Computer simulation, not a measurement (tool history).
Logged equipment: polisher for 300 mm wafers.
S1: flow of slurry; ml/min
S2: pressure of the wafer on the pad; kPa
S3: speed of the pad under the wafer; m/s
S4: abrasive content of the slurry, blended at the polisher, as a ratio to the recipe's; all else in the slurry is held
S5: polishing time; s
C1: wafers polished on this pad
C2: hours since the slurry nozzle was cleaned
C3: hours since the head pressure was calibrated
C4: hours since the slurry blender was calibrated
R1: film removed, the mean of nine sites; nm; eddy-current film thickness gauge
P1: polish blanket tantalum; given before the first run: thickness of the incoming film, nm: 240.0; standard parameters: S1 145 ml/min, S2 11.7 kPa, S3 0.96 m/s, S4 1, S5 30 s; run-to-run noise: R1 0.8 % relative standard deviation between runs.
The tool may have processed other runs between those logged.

run,hour,S1,S2,S3,S4,S5,C1,C2,C3,C4,R1
1,7.1,145,11.7,0.96,1,30,1142,267.4,368.4,70.5,41.341
2,14,145,11.7,0.96,1,30,1206,274.3,375.3,77.4,41.136
3,22.8,145,11.7,0.96,1,30,1287,283.1,384.1,86.2,41.259
4,27.8,145,11.7,0.96,1,18,1333,288.1,389.1,91.2,24.858
5,33.5,145,6.2,0.96,1,30,1386,293.8,394.8,96.9,22.059
6,40.2,215,11.7,0.96,1,30,1448,300.5,401.5,103.6,44.344
# hour 47.6: worn pad replaced by a new one
7,48.2,145,11.7,0.96,1.35,30,6,308.5,409.5,111.6,45.107
8,53.2,85,11.7,0.96,1,30,52,313.5,414.5,116.6,37.012
9,63.2,145,17.9,0.96,1,30,145,323.5,424.5,126.6,63.907
10,69.5,145,11.7,0.96,1,45,203,329.8,430.8,132.9,62.149
11,75.4,145,11.7,0.66,0.7,30,258,335.7,436.7,138.8,25.805
12,84.4,145,11.7,1.52,1,30,341,344.7,445.7,147.8,65.687
13,94.2,145,11.7,0.48,1,30,432,354.5,455.5,157.6,20.603
14,102.7,145,11.7,0.96,1,30,510,363,464,166.1,41.772
15,112.6,145,11.7,0.96,1,30,602,372.9,473.9,176,42.028
16,121.1,145,11.7,0.96,1,30,681,381.4,482.4,184.5,41.541
17,130.8,145,11.7,0.96,1,30,770,391.1,492.1,194.2,41.912
# hour 134.5: head pressure recalibrated
18,140.5,145,11.7,0.96,0.5,30,860,400.8,6.1,203.9,32.593
19,149.6,145,11.7,0.96,1,30,944,409.9,15.2,213,41.294
20,157.5,145,11.7,0.96,1,30,1018,417.8,23.1,220.9,39.872
21,165.4,145,11.7,0.96,1,30,1091,425.7,31,228.8,38.82
22,173,145,11.7,0.96,1,30,1161,433.3,38.6,236.4,38.646
# hour 173.6: worn pad replaced by a new one
23,178.2,145,11.7,0.96,1,30,43,438.5,43.8,241.6,37.671
# hour 187.1: slurry nozzle cleaned
24,188.4,145,11.7,0.96,1,30,137,1.3,54,251.8,38.041
25,196.4,145,11.7,0.96,1,30,211,9.3,62,259.8,37.699
26,204.7,145,11.7,0.96,1,30,288,17.6,70.3,268.1,37.435

P1 no longer gives what it gave before; its output has crept away from where it was. The following 2 causes, each at its listed size, fit the log equally well:
A: head's pressure below its setpoint, % = 10.2
B: abrasive missing from the slurry, % = 28.4
The gradual shift began around hour 149.6.
Other possible causes, and why each is ruled out:
removal rate lost through wear of the pad, %: work on it at hour 173.6, done after the drift set in, did not restore what the process gave before
slurry flow missing at the pad, %: work on it at hour 187.1, done after the drift set in, did not restore what the process gave before

4 check runs are offered, each on 2 wafers whose results are averaged, their results left as question marks. Which one tells the causes apart?
check 1,213,85,11.7,1.38,1,30,,,,,?
check 2,213,100,11.7,0.96,1,30,,,,,?
check 3,213,85,11.7,0.96,0.55,30,,,,,?
check 4,213,85,11.7,0.96,1,36,,,,,?

What each check would give under each cause:
check,result,if A,if B
check 1,R1,47.528,47.539
check 2,R1,34.532,34.54
check 3,R1,26.798,25.572
check 4,R1,39.675,39.685
Distance between the nearest two causes, measured in the result of the check that separates them most: check 1 0.02 %; check 2 0.02 %; check 3 4.69 %; check 4 0.02 %
Of the check runs offered, only check 3 discriminates between the causes; the rest would read about the same regardless of which cause applies.

Here is what check 3 returned: R1 25.419 nm. Which cause is it?

The correct cause is B, namely: abrasive missing from the slurry, %.
